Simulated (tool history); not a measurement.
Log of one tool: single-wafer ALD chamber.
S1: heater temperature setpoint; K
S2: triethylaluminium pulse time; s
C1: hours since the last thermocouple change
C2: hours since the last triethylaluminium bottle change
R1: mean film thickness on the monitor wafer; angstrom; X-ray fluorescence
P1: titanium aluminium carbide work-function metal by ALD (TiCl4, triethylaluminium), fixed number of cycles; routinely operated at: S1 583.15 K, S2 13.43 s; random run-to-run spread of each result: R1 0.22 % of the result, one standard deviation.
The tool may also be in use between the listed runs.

run  hour      S1     S2     C1     C2      R1
  1   4.5  583.15  13.43  357.6  391.9  21.787
  2   8.4  560.15   7.64  361.5  395.8   18.55
  3    14  583.15  13.43  367.1  401.4  21.861
  4  19.7  583.15   5.18  372.8  407.1  18.296
  5  24.5  583.15  13.43  377.6  411.9  21.693
  6  30.5  583.15   21.1  383.6  417.9  21.952
  7  33.3  583.15  13.43  386.4  420.7  21.864
  8  38.5  583.15  13.43  391.6  425.9  21.738
  9    43  558.15  13.43  396.1  430.4  19.585
 10  49.1  583.15  13.43  402.2  436.5  21.825
     52.4  -- triethylaluminium bottle replaced
 11  54.5  566.15  20.62  407.6    2.1   20.41
 12  59.5  608.15  13.43  412.6    7.1  24.134
 13  62.4  583.15  13.43  415.5     10  21.773
 14    67  583.15  13.43  420.1   14.6    21.6
 15  70.8  583.15  13.43  423.9   18.4  21.552
 16  76.4  583.15  13.43  429.5     24  21.447
 17  80.4  583.15  13.43  433.5     28  21.435
 18  84.2  583.15  13.43  437.3   31.8  21.376
 19  88.9  583.15  13.43    442   36.5  21.423

The output of P1 has drifted from where it used to be. Each of the 2 causes below, taken at the size shown beside it, accounts for the log equally well:
A: wafer temperature below the value expected at the setpoint (K) = 3.96
B: triethylaluminium dose below that of a fresh bottle (%) = 21.3
Onset of the creep was near hour 62.4.

Each of the 4 check runs below uses one wafer; its results are left as question marks. Which run tells the causes apart?
check 1  93.6  600.15  13.43           ?
check 2  93.6  560.15  13.43           ?
check 3  93.6  594.15  13.43           ?
check 4  93.6  583.15   5.87           ?

Check results expected under each cause:
  check  result    if A    if B
check 1      R1  22.992  22.971
check 2      R1  19.355  19.384
check 3      R1  22.439  22.426
check 4      R1  18.783  17.533
Distance between the nearest two causes, measured in the result of the check that separates them most: check 1 0.09 %; check 2 0.15 %; check 3 0.06 %; check 4 6.89 %
Check 4 is the one run that separates the causes; every other check would come out nearly the same whichever cause is at work.

Running check 4 produced the following: R1 18.792 angstrom. Which one of the listed causes fits?

It was cause A: wafer temperature below the value expected at the setpoint (K).
